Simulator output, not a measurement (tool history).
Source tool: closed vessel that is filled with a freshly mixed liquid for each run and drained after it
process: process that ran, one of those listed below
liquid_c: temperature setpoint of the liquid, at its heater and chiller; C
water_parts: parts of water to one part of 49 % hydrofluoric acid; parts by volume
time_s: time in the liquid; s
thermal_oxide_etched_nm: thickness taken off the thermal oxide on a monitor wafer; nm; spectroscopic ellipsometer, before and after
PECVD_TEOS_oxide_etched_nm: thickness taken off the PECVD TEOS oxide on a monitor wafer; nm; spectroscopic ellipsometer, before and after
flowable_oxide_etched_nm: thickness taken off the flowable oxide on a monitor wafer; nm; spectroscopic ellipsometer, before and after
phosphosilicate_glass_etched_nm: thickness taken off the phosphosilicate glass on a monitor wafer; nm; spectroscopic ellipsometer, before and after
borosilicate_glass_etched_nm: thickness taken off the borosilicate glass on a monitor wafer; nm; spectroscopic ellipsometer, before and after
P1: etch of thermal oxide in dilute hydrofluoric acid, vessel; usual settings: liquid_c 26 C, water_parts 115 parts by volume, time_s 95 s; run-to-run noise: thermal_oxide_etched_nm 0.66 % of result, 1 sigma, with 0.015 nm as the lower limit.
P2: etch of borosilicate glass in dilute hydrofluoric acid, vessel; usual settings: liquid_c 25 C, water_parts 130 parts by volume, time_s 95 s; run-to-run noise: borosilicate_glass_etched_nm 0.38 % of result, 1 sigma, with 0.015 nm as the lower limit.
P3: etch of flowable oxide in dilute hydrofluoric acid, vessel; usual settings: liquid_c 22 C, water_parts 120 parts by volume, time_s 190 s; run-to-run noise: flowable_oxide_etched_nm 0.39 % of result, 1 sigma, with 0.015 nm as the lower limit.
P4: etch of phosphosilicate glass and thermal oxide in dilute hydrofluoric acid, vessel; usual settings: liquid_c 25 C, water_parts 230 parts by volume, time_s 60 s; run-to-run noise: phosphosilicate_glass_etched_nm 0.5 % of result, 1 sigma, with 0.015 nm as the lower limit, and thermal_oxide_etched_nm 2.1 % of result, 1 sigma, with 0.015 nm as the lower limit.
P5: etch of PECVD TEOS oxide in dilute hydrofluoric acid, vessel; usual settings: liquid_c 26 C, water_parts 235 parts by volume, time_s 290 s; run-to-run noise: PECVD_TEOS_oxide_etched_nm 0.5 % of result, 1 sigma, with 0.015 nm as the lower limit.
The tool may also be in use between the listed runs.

run     day  process  liquid_c  water_parts  time_s  hours since the thermometer was replaced  hours since the hydrofluoric acid flow meter was replaced  thermal_oxide_etched_nm  PECVD_TEOS_oxide_etched_nm  flowable_oxide_etched_nm  phosphosilicate_glass_etched_nm  borosilicate_glass_etched_nm
  1   0.171       P1        26          115      95                                     420.7                                                      704.3                   4.1879
  2   0.525       P1      21.5          115      95                                     429.2                                                      712.8                   3.4991
  3   0.842       P5        26           40     290                                     436.8                                                      720.4                                               162.48
        1.1  -- hydrofluoric acid flow meter replaced
  4     1.1       P3        22          120      30                                       443                                                          0                                                                          6.583
  5   1.308       P4        25          230      30                                       448                                                          5                  0.55005                                                                                 17.294
  6   1.671       P1        26          115     180                                     456.7                                                       13.7                   7.8286
  7   2.021       P5        26          235     290                                     465.1                                                       22.1                                               22.014
  8   2.392       P4      29.5          230      60                                       474                                                         31                   1.3038                                                                                 40.252
  9   2.725       P1        26           30      95                                       482                                                         39                   17.889
 10   2.925       P1        26          115      95                                     486.8                                                       43.8                   4.1343
 11   3.204       P1        26          115      95                                     493.5                                                       50.5                   4.1564
 12   3.467       P1        26          115      95                                     499.8                                                       56.8                   4.1731
 13    3.85       P1        26           25     165                                       509                                                         66                   37.396
 14    4.15       P5        26          235     570                                     516.2                                                       73.2                                               43.344
 15   4.383       P5        19          235     290                                     521.8                                                       78.8                                               16.922
 16   4.612       P3        17          120     190                                     527.3                                                       84.3                                                                         33.923
 17   4.946       P5        26          235     290                                     535.3                                                       92.3                                               21.873
 18   5.179       P2        25          130      30                                     540.9                                                       97.9                                                                                                                                        5.6211
 19   5.412       P3        22          120     190                                     546.5                                                      103.5                                                                         41.518
 20   5.704       P2        25          235      95                                     553.5                                                      110.5                                                                                                                                        8.7388
 21     5.9       P4        25          230      60                                     558.2                                                      115.2                   1.0872                                                                                 34.856
 22   6.254       P3        22          210     190                                     566.7                                                      123.7                                                                          21.62
 23   6.492       P1        26          205      45                                     572.4                                                      129.4                  0.98206
 24   6.712       P1        26          210      95                                     577.7                                                      134.7                   2.0268
 25   6.971       P1        34           20      95                                     583.9                                                      140.9                   37.365
 26   7.171       P1        30          115      95                                     588.7                                                      145.7                   4.8357
 27   7.358       P2        20          130      95                                     593.2                                                      150.2                                                                                                                                        14.535
 28   7.742       P1        26          115      95                                     602.4                                                      159.4                   4.2002
 29   8.117       P2        25          130      95                                     611.4                                                      168.4                                                                                                                                        17.803
 30   8.408       P4        25          405      60                                     618.4                                                      175.4                  0.53541                                                                                 16.368
 31   8.779       P1        26          115      30                                     627.3                                                      184.3                   1.2936
 32   8.971       P1        26          115      95                                     631.9                                                      188.9                   4.1632
 33   9.254       P1        26          115      95                                     638.7                                                      195.7                   4.0421
 34   9.471       P1        26          115      95                                     643.9                                                      200.9                   3.9612
 35    9.85       P1        26          115      95                                       653                                                        210                   3.9008
 36  10.162       P1        26          115      95                                     660.5                                                      217.5                   3.8467
 37   10.35       P1        26          115      95                                       665                                                        222                   3.8007
 38  10.558       P1        26          115      95                                       670                                                        227                   3.8012
 39    10.8       P1        26          115      95                                     675.8                                                      232.8                   3.7651
 40  11.017       P1        26          115      95                                       681                                                        238                   3.7973
 41  11.354       P1        26          115      95                                     689.1                                                      246.1                   3.8328
 42  11.742       P1        26          115      95                                     698.4                                                      255.4                   3.7787

The output of P1 has drifted from where it used to be. Each of the 2 causes below, taken at the size shown beside it, accounts for the log equally well:
A: hydrofluoric acid flow below the setpoint (%) = 7.93
B: liquid colder than its thermometer reads (K) = 2.45
Onset of the creep was near day 8.971.

Each of the 4 check runs below uses one wafer; its results are left as question marks. Which run tells the causes apart?
check 1  12.129       P3        22          205      30                                                                                                                                                                                   ?
check 2  12.129       P5        26           65     470                                                                                                                                                         ?
check 3  12.129       P2      20.5          130      95                                                                                                                                                                                                                                                  ?
check 4  12.129       P4        29          405      60                                                                                                                             ?                                                                                      ?

Outcome of each check run for each possible cause:
  check                           result     if A     if B
check 1         flowable_oxide_etched_nm   3.1812   3.2035
check 2       PECVD_TEOS_oxide_etched_nm   144.07   142.82
check 3     borosilicate_glass_etched_nm   13.567   13.503
check 4          thermal_oxide_etched_nm  0.53646  0.55837
check 4  phosphosilicate_glass_etched_nm   16.641   17.321
How far apart the two closest causes lie, in the result that separates them most: check 1 0.7 %; check 2 0.88 %; check 3 0.47 %; check 4 4 %
Only in check 4 would the causes give clearly different results; in the remaining checks their results would be nearly the same.

The results of check 4 are: thermal_oxide_etched_nm 0.51683 nm; phosphosilicate_glass_etched_nm 16.737 nm. Based on these, which of the listed causes is it?

The correct cause is A, namely: hydrofluoric acid flow below the setpoint (%).
